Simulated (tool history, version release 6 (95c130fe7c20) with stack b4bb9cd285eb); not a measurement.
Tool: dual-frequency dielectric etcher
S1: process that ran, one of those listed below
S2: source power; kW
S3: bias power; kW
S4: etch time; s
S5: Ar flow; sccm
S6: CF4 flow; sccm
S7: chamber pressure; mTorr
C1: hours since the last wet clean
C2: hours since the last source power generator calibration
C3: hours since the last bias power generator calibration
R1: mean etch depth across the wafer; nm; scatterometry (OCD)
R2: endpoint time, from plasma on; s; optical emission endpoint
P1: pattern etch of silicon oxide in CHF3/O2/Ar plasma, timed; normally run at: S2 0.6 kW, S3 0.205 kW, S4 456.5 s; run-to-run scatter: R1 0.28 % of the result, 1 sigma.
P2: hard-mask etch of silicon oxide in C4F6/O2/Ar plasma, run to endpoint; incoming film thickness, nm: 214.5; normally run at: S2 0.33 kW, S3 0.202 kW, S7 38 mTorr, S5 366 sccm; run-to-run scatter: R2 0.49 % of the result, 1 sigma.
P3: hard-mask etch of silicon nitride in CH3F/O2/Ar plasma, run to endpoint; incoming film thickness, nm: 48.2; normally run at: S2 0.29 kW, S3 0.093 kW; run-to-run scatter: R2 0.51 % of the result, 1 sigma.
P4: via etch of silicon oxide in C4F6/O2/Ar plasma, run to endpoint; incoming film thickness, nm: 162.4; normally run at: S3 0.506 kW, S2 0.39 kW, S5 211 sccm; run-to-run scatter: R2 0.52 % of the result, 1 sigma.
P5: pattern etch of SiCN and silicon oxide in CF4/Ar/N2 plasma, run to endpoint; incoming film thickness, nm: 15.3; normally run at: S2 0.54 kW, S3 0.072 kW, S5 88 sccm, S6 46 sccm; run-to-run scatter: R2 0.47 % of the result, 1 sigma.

run   hour  S1    S2     S3     S4   S5  S6  S7     C1      C2      C3      R1      R2
  1   11.1  P1   0.6  0.205  456.5                 133   598.3  1356.6  938.17
  2     21  P5  0.54  0.072          88  46      142.9   608.2  1366.5           16.22
  3   28.2  P4  0.39  0.506         211          150.1   615.4  1373.7          34.414
  4   41.4  P3  0.29  0.055                      163.3   628.6  1386.9          86.454
  5   51.1  P5  0.54  0.072          88  58        173   638.3  1396.6          15.635
  6   63.8  P4  0.25  0.506         211          185.7     651  1409.3          40.409
  7   76.3  P5  0.67  0.072          88  46      198.2   663.5  1421.8          13.452
  8   84.3  P1   0.6  0.205  456.5               206.2   671.5  1429.8  937.07
  9   91.9  P1   0.6  0.288  456.5               213.8   679.1  1437.4    1057
 10  105.6  P1   0.6  0.205  349.5               227.5   692.8  1451.1  717.24
 11  117.6  P2  0.33  0.202         366      38  239.5   704.8  1463.1          75.539
 12  127.6  P1   0.6  0.139  456.5               249.5   714.8  1473.1  821.08
 13  139.8  P2  0.33   0.13         366      38  261.7     727  1485.3          87.441
 14    148  P3  0.37  0.093                      269.9   735.2  1493.5          66.061
 15  162.5  P5  0.54  0.072          88  46      284.4   749.7    1508          16.309
 16  175.9  P1  0.78  0.253  456.5               297.8   763.1  1521.4  1108.8
 17    188  P5  0.54  0.052          88  46      309.9   775.2  1533.5          18.137
     202.1  -- wet clean of the chamber
 18  202.2  P2  0.44  0.202         366      38    0.2   789.4  1547.7          66.928
 19  218.1  P4  0.39  0.506         211           16.1   805.3  1563.6          34.384
 20    228  P1   0.6  0.205  456.5                  26   815.2  1573.5  940.48
 21  240.9  P4  0.39  0.506         126           38.9   828.1  1586.4          32.713
 22  250.8  P2  0.33  0.202         290      38   48.8     838  1596.3          74.033
 23  258.9  P3  0.29  0.093                       56.9   846.1  1604.4          71.773
 24  269.4  P1   0.6  0.205  456.5                67.4   856.6  1614.9  936.23
 25  277.1  P5  0.54  0.072          54  46       75.1   864.3  1622.6          14.989
 26  285.4  P1   0.6  0.205  456.5                83.4   872.6  1630.9  937.95
 27  298.1  P2  0.33  0.202         366      50   96.1   885.3  1643.6          77.661
 28  313.5  P1  0.77  0.205  456.5               111.5   900.7    1659  1031.8
 29  328.7  P4  0.39  0.396         211          126.7   915.9  1674.2          38.007
 30    341  P1  0.46  0.205  456.5                 139   928.2  1686.5  844.68
 31  353.5  P1   0.6  0.205  650.5               151.5   940.7    1699  1342.7
 32  363.8  P1   0.6  0.205  456.5               161.8     951  1709.3  934.28
 33  374.5  P1   0.6  0.205  456.5               172.5   961.7    1720  946.78
 34  387.2  P1   0.6  0.205  456.5               185.2   974.4  1732.7  946.75
 35  397.7  P1   0.6  0.205  456.5               195.7   984.9  1743.2  953.48
 36  411.6  P1   0.6  0.205  456.5               209.6   998.8  1757.1  948.75
       415  -- wet clean of the chamber
 37  422.6  P1   0.6  0.205  456.5                 7.7  1009.8  1768.1  949.83
 38  437.7  P1   0.6  0.205  456.5                22.8  1024.9  1783.2  949.62
 39  453.7  P1   0.6  0.205  456.5                38.8  1040.9  1799.2  951.89

What P1 gives has crept away from where it was. These 2 causes fit the log equally well, each at the size given:
A: bias power that arrives over what is set, % = 4.51
B: source power that arrives over what is set, % = 4.1
The creep began at about hour 363.8.
Why every other cause is out:
chamber walls in a state that raises the etch rate, %: serviced at hour 415, which brought nothing back

4 check runs are offered, each on 3 wafers whose results are averaged, their results left as question marks. Which one tells the causes apart?
check 1  469.7  P4  0.25  0.398      211                           ?
check 2  469.7  P5  0.54  0.072       66  55                       ?
check 3  469.7  P2  0.33  0.146      366      38                   ?
check 4  469.7  P3  0.35  0.064                                    ?

What each check would give under each cause:
  check  result    if A    if B
check 1      R2  43.771  43.838
check 2      R2  14.882  14.568
check 3      R2  82.424   82.24
check 4      R2  75.451  75.423
How far apart the two closest causes lie, in the result that separates them most: check 1 0.15 %; check 2 2.13 %; check 3 0.22 %; check 4 0.04 %
Check 2 tells the causes apart: in the others they would give nearly the same result.

Then check 2 was run and gave: R2 14.583 s. Which cause is it?

It is B: source power that arrives over what is set, %.
